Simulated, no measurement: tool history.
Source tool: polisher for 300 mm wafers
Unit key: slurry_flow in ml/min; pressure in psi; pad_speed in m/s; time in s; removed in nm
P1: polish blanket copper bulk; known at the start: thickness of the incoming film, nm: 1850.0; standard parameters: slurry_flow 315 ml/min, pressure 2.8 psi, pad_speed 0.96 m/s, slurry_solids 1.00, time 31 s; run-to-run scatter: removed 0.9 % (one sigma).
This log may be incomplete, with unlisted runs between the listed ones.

run,hour,slurry_flow,pressure,pad_speed,slurry_solids,time,wafers polished on this pad,hours since the slurry nozzle was cleaned,hours since the head pressure was calibrated,hours since the slurry blender was calibrated,removed
1,12.0,315,2.8,0.96,1.00,31,534,224.4,357.7,119.0,257.40
2,21.3,315,2.8,0.96,0.80,49,666,233.7,367.0,128.3,384.94
3,35.9,315,1.9,0.96,1.00,31,872,248.3,381.6,142.9,175.16
4,44.8,435,2.8,0.96,1.00,43,997,257.2,390.5,151.8,364.89
5,61.6,315,2.8,0.96,1.00,31,1234,274.0,407.3,168.6,255.21
6,76.6,315,4.3,0.96,1.00,31,1446,289.0,422.3,183.6,397.69
7,92.2,315,2.8,0.96,1.00,31,1666,304.6,437.9,199.2,257.36
8,99.8,440,2.8,0.96,1.00,31,1773,312.2,445.5,206.8,263.29
9,108.8,315,2.8,0.96,0.50,31,1900,321.2,454.5,215.8,219.05
10,123.7,315,1.6,0.96,0.80,31,2110,336.1,469.4,230.7,138.97
11,137.7,315,2.8,0.44,1.00,31,2307,350.1,483.4,244.7,117.14
12,153.4,315,2.8,0.96,1.00,31,2529,365.8,499.1,260.4,258.88
13,170.4,190,2.8,0.96,1.00,31,2769,382.8,516.1,277.4,245.37
14,179.7,315,2.8,0.96,1.00,31,2900,392.1,525.4,286.7,253.71
15,193.1,315,2.8,0.96,1.00,31,3089,405.5,538.8,300.1,255.13
16,200.6,315,2.8,0.96,1.00,39,3194,413.0,546.3,307.6,324.48
17,212.9,315,2.8,0.96,1.35,31,3368,425.3,558.6,319.9,276.54
18,222.5,315,2.8,0.96,1.00,21,3503,434.9,568.2,329.5,173.64
19,231.3,315,2.8,1.34,1.00,31,3627,443.7,577.0,338.3,359.63
20,241.1,315,2.8,0.96,1.00,31,3766,453.5,586.8,348.1,254.58
21,252.5,315,2.8,0.96,1.00,31,3926,464.9,598.2,359.5,259.30
22,264.4,315,2.8,0.96,1.00,31,4094,476.8,610.1,371.4,255.43
23,275.6,315,2.8,0.96,1.00,31,4252,488.0,621.3,382.6,250.64
24,286.8,315,2.8,0.96,1.00,31,4410,499.2,632.5,393.8,249.92
25,298.4,315,2.8,0.96,1.00,31,4574,510.8,644.1,405.4,248.63
# hour 309.7: head pressure recalibrated
26,311.4,315,2.8,0.96,1.00,31,4757,523.8,1.7,418.4,245.31
27,324.9,315,2.8,0.96,1.00,31,4948,537.3,15.2,431.9,244.02
28,333.9,315,2.8,0.96,1.00,31,5075,546.3,24.2,440.9,243.66
29,342.0,315,2.8,0.96,1.00,31,5189,554.4,32.3,449.0,245.73
# hour 344.8: worn pad replaced by a new one
30,357.2,315,2.8,0.96,1.00,31,175,569.6,47.5,464.2,240.29
31,373.7,315,2.8,0.96,1.00,31,408,586.1,64.0,480.7,243.22
32,387.9,315,2.8,0.96,1.00,31,608,600.3,78.2,494.9,240.12

Something has made what P1 gives creep away from where it was; the 2 causes below, each at its own stated size, fit the log equally well:
A: abrasive missing from the slurry, % = 22.7
B: slurry flow missing at the pad, % = 39.3
The gradual shift began around hour 252.5.
The rest of the possible causes, and what rules out each one:
removal rate lost through wear of the pad, %: work on it at hour 344.8, done after the drift set in, did not restore what the process gave before
head's pressure below its setpoint, %: work on it at hour 309.7, done after the drift set in, did not restore what the process gave before

Consider the 4 check runs below, whose results appear as question marks and each of which averages 5 wafers. Which one distinguishes the causes, in that each cause would give it a clearly different result?
check 1,402.1,380,2.8,0.96,0.80,31,,,,,?
check 2,402.1,315,2.8,0.58,1.00,31,,,,,?
check 3,402.1,190,4.2,0.96,1.00,31,,,,,?
check 4,402.1,315,2.8,0.46,0.65,31,,,,,?

Predicted outcomes, by check and by cause:
check,result,if A,if B
check 1,removed,235.82,237.59
check 2,removed,146.98,146.99
check 3,removed,345.35,334.21
check 4,removed,106.86,106.55
Smallest distance between any two causes, each pair judged by its most separating result, in per cent: check 1 0.75 %; check 2 0.01 %; check 3 3.28 %; check 4 0.28 %
Check 3 distinguishes between the causes, while the remaining checks would return nearly the same result for all of them.

After running check 3, the following was obtained: removed 333.57 nm. Which cause does this point to?

It is B: slurry flow missing at the pad, %.
